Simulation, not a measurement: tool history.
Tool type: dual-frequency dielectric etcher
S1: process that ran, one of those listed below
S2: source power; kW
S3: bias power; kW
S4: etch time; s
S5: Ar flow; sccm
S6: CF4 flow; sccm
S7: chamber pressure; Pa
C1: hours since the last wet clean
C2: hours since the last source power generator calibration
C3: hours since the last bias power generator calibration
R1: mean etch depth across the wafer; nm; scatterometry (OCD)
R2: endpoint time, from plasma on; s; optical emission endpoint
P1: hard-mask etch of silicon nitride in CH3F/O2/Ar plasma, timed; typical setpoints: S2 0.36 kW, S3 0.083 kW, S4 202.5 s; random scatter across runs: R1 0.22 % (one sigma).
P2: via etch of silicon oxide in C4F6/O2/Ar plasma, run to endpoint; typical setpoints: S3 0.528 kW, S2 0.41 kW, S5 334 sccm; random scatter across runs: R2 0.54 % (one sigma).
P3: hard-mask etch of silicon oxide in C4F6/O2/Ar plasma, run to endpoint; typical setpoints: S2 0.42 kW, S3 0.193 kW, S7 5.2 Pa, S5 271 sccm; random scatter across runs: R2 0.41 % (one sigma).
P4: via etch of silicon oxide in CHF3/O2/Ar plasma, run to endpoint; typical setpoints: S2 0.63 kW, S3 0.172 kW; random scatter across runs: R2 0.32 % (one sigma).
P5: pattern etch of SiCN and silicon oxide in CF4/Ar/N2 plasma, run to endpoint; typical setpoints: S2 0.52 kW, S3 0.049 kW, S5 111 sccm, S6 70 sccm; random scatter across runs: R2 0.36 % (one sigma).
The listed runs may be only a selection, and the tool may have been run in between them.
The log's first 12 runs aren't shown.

run 13 hour=85 | S1=P2 S2=0.53 S3=0.528 S5=334 | C1=529.6 C2=1164.2 C3=1815.5 | R2=32.623
run 14 hour=95 | S1=P3 S2=0.42 S3=0.193 S5=160 S7=5.2 | C1=539.6 C2=1174.2 C3=1825.5 | R2=81.34
run 15 hour=99.7 | S1=P1 S2=0.36 S3=0.083 S4=202.5 | C1=544.3 C2=1178.9 C3=1830.2 | R1=146.31
run 16 hour=104.2 | S1=P3 S2=0.42 S3=0.193 S5=271 S7=7.27 | C1=548.8 C2=1183.4 C3=1834.7 | R2=89.506
run 17 hour=112.9 | S1=P4 S2=0.63 S3=0.238 | C1=557.5 C2=1192.1 C3=1843.4 | R2=317.44
run 18 hour=118.3 | S1=P1 S2=0.36 S3=0.083 S4=202.5 | C1=562.9 C2=1197.5 C3=1848.8 | R1=145.91
run 19 hour=127.3 | S1=P3 S2=0.42 S3=0.271 S5=271 S7=5.2 | C1=571.9 C2=1206.5 C3=1857.8 | R2=77.264
run 20 hour=134.1 | S1=P4 S2=0.63 S3=0.172 | C1=578.7 C2=1213.3 C3=1864.6 | R2=354.86
run 21 hour=142.3 | S1=P3 S2=0.57 S3=0.193 S5=271 S7=5.2 | C1=586.9 C2=1221.5 C3=1872.8 | R2=76.307
run 22 hour=148.5 | S1=P4 S2=0.63 S3=0.172 | C1=593.1 C2=1227.7 C3=1879 | R2=357.09
run 23 hour=154.9 | S1=P1 S2=0.36 S3=0.105 S4=202.5 | C1=599.5 C2=1234.1 C3=1885.4 | R1=158.82
run 24 hour=162.4 | S1=P4 S2=0.89 S3=0.172 | C1=607 C2=1241.6 C3=1892.9 | R2=313.7
run 25 hour=168 | S1=P5 S2=0.73 S3=0.049 S5=111 S6=70 | C1=612.6 C2=1247.2 C3=1898.5 | R2=14.655
run 26 hour=177.8 | S1=P3 S2=0.42 S3=0.193 S5=271 S7=5.2 | C1=622.4 C2=1257 C3=1908.3 | R2=86.084
run 27 hour=184.7 | S1=P1 S2=0.36 S3=0.083 S4=151.5 | C1=629.3 C2=1263.9 C3=1915.2 | R1=109.32
run 28 hour=192.2 | S1=P1 S2=0.47 S3=0.083 S4=202.5 | C1=636.8 C2=1271.4 C3=1922.7 | R1=161.3
run 29 hour=198.7 | S1=P3 S2=0.42 S3=0.193 S5=271 S7=5.2 | C1=643.3 C2=1277.9 C3=1929.2 | R2=86.79
run 30 hour=206.2 | S1=P5 S2=0.52 S3=0.049 S5=111 S6=87 | C1=650.8 C2=1285.4 C3=1936.7 | R2=19.065
run 31 hour=213.9 | S1=P1 S2=0.36 S3=0.106 S4=269 | C1=658.5 C2=1293.1 C3=1944.4 | R1=212.72
run 32 hour=220.3 | S1=P1 S2=0.36 S3=0.083 S4=202.5 | C1=664.9 C2=1299.5 C3=1950.8 | R1=146

Expected results for the next run?
run 33 hour=227.3 | S1=P1 S2=0.36 S3=0.083 S4=202.5 | C1=671.9 C2=1306.5 C3=1957.8 | R1=?

{"run 33": {"R1": 144.91}}
